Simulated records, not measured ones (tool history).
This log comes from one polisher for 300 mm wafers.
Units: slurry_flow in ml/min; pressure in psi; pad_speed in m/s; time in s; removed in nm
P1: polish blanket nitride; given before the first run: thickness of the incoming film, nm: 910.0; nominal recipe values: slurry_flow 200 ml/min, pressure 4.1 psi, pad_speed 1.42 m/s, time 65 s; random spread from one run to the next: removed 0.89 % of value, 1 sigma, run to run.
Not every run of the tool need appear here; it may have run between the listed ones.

run 1 day=0.429 | slurry_flow=200 pressure=4.1 pad_speed=1.42 time=65 | removed=186.61
run 2 day=0.758 | slurry_flow=200 pressure=4.1 pad_speed=1.42 time=65 | removed=185.51
run 3 day=1.167 | slurry_flow=200 pressure=4.1 pad_speed=1.42 time=39 | removed=110.40
run 4 day=1.721 | slurry_flow=200 pressure=5.8 pad_speed=1.42 time=65 | removed=261.15
-- day=2.225 head pressure recalibrated
run 5 day=2.338 | slurry_flow=120 pressure=4.1 pad_speed=1.42 time=65 | removed=173.48
run 6 day=2.800 | slurry_flow=200 pressure=4.1 pad_speed=0.70 time=65 | removed=105.22
-- day=3.108 slurry nozzle cleaned
run 7 day=3.250 | slurry_flow=120 pressure=4.1 pad_speed=2.02 time=65 | removed=227.41
run 8 day=3.692 | slurry_flow=200 pressure=2.6 pad_speed=1.42 time=65 | removed=118.43
run 9 day=4.017 | slurry_flow=200 pressure=4.1 pad_speed=1.42 time=95 | removed=269.82
run 10 day=4.508 | slurry_flow=290 pressure=4.1 pad_speed=1.42 time=65 | removed=191.37
run 11 day=5.146 | slurry_flow=200 pressure=4.1 pad_speed=1.42 time=65 | removed=186.17
run 12 day=5.717 | slurry_flow=200 pressure=4.1 pad_speed=2.10 time=65 | removed=253.41
run 13 day=6.162 | slurry_flow=200 pressure=4.1 pad_speed=1.42 time=65 | removed=188.90
run 14 day=6.804 | slurry_flow=200 pressure=4.1 pad_speed=1.42 time=65 | removed=185.50
run 15 day=7.183 | slurry_flow=200 pressure=5.4 pad_speed=0.88 time=65 | removed=165.86
run 16 day=7.658 | slurry_flow=200 pressure=4.1 pad_speed=1.42 time=65 | removed=187.37
run 17 day=8.279 | slurry_flow=200 pressure=4.1 pad_speed=1.42 time=65 | removed=183.41
run 18 day=8.850 | slurry_flow=200 pressure=4.1 pad_speed=1.42 time=65 | removed=179.46
run 19 day=9.433 | slurry_flow=200 pressure=4.1 pad_speed=1.42 time=65 | removed=175.96

Estimate the outcome of run 20 from the log above:
run 20 day=9.758 | slurry_flow=200 pressure=4.1 pad_speed=1.42 time=65 | removed=?

{"run 20": {"removed": 178.36}}
